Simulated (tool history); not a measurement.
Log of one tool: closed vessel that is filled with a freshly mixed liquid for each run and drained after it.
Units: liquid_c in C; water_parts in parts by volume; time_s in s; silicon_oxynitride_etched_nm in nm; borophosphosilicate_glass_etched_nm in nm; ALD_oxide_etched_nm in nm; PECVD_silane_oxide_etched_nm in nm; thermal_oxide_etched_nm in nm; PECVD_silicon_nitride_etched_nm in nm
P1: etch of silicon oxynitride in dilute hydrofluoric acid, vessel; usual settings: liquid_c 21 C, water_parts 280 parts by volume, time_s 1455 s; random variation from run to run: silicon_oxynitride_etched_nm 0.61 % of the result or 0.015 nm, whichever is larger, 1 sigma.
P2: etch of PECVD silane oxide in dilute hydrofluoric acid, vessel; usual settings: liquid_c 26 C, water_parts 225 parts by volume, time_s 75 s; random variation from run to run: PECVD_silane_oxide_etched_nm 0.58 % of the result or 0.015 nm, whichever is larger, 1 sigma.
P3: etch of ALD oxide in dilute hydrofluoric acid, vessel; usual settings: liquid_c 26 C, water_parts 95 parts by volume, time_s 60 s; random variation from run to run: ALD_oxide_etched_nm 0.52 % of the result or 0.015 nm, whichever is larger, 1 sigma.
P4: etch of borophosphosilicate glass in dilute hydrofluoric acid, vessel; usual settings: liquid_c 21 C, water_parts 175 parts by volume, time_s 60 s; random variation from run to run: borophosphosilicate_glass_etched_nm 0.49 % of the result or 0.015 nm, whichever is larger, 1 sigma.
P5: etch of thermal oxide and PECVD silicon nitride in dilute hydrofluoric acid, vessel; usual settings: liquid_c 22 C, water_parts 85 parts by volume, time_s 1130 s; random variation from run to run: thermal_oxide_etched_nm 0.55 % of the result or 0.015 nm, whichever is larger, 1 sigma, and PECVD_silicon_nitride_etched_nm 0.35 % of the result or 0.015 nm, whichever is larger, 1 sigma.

run,hour,process,liquid_c,water_parts,time_s,silicon_oxynitride_etched_nm,borophosphosilicate_glass_etched_nm,ALD_oxide_etched_nm,PECVD_silane_oxide_etched_nm,thermal_oxide_etched_nm,PECVD_silicon_nitride_etched_nm
1,5.8,P1,21,280,1455,5.7084,,,,,
2,9.7,P4,21,175,60,,12.127,,,,
3,16,P1,21,280,1455,5.7111,,,,,
4,19.5,P1,21,145,545,4.5371,,,,,
5,23.1,P3,26,95,60,,,7.6282,,,
6,28.5,P1,21,160,1455,10.82,,,,,
7,35.7,P2,26,225,140,,,,12.063,,
8,41.5,P1,21,280,410,1.6202,,,,,
9,46.9,P5,22,35,1130,,,,,152.27,51.685
10,51.6,P1,21,280,2235,8.6954,,,,,
11,57.3,P1,21,280,1455,5.7693,,,,,
12,61.8,P1,17,280,1455,4.7574,,,,,
13,67.7,P4,21,175,30,,6.1025,,,,
14,74.9,P1,27,280,1455,7.3951,,,,,
15,78.4,P1,21,280,1455,5.6572,,,,,
16,86,P5,28,85,1130,,,,,75.074,32.561
17,91.4,P3,31,95,60,,,9.1707,,,
18,96.5,P2,20.5,225,75,,,,5.292,,
19,103.9,P3,26,95,30,,,3.8318,,,
20,107.7,P4,21,175,60,,11.989,,,,
21,113,P4,21,320,60,,5.7169,,,,
22,119.1,P2,26,225,75,,,,6.468,,
23,123.4,P3,26,150,60,,,4.585,,,
24,130.5,P2,26,135,75,,,,12.099,,
25,135.1,P2,26,225,75,,,,6.4556,,
26,140.4,P5,22,85,1130,,,,,58.414,22.005
27,144,P1,21,280,1455,5.733,,,,,
28,149.6,P5,22,85,2085,,,,,108.5,40.406
29,154.4,P1,21,280,1455,5.7513,,,,,
30,158,P5,22,85,1130,,,,,58.765,21.995
31,162.9,P1,21,485,1455,2.921,,,,,
32,168.3,P4,17,175,60,,10.311,,,,
33,175.6,P1,21,280,1455,5.6975,,,,,
34,179.3,P1,21,280,1455,5.6575,,,,,
35,185.5,P1,21,280,1455,5.4393,,,,,
36,190.6,P1,21,280,1455,5.4322,,,,,
37,196.1,P1,21,280,1455,5.278,,,,,
38,200.2,P1,21,280,1455,5.2905,,,,,
39,204.7,P1,21,280,1455,5.3004,,,,,
40,212,P1,21,280,1455,5.2172,,,,,
41,219.7,P1,21,280,1455,5.2877,,,,,
42,226.4,P1,21,280,1455,5.1728,,,,,
43,231.7,P1,21,280,1455,5.1996,,,,,
44,238.2,P1,21,280,1455,5.179,,,,,

What P1 gives has crept away from where it was. These 2 causes fit the log equally well, each at the size given:
A: liquid colder than its thermometer reads (K) = 2
B: hydrofluoric acid flow below the setpoint (%) = 7.26
The creep began at about hour 175.6.

4 check runs are offered, one wafer each, their results left as question marks. Which one tells the causes apart?
check 1,244.7,P5,28,85,1130,,,,,?,?
check 2,244.7,P4,18,175,60,,?,,,,
check 3,244.7,P2,26,155,110,,,,?,,
check 4,244.7,P3,26,150,30,,,?,,,

What each check would give under each cause:
check,result,if A,if B
check 1,thermal_oxide_etched_nm,68.941,68.499
check 1,PECVD_silicon_nitride_etched_nm,28.547,30.144
check 2,borophosphosilicate_glass_etched_nm,9.9004,9.8254
check 3,PECVD_silane_oxide_etched_nm,13.89,13.694
check 4,ALD_oxide_etched_nm,2.0918,2.0635
How far apart the two closest causes lie, in the result that separates them most: check 1 5.45 %; check 2 0.76 %; check 3 1.42 %; check 4 1.36 %
Only check 1 tells the causes apart: in the others they would give nearly the same result.

Then check 1 was run and gave: thermal_oxide_etched_nm 68.358 nm; PECVD_silicon_nitride_etched_nm 30.281 nm. Which cause is it?

It is B: hydrofluoric acid flow below the setpoint (%).
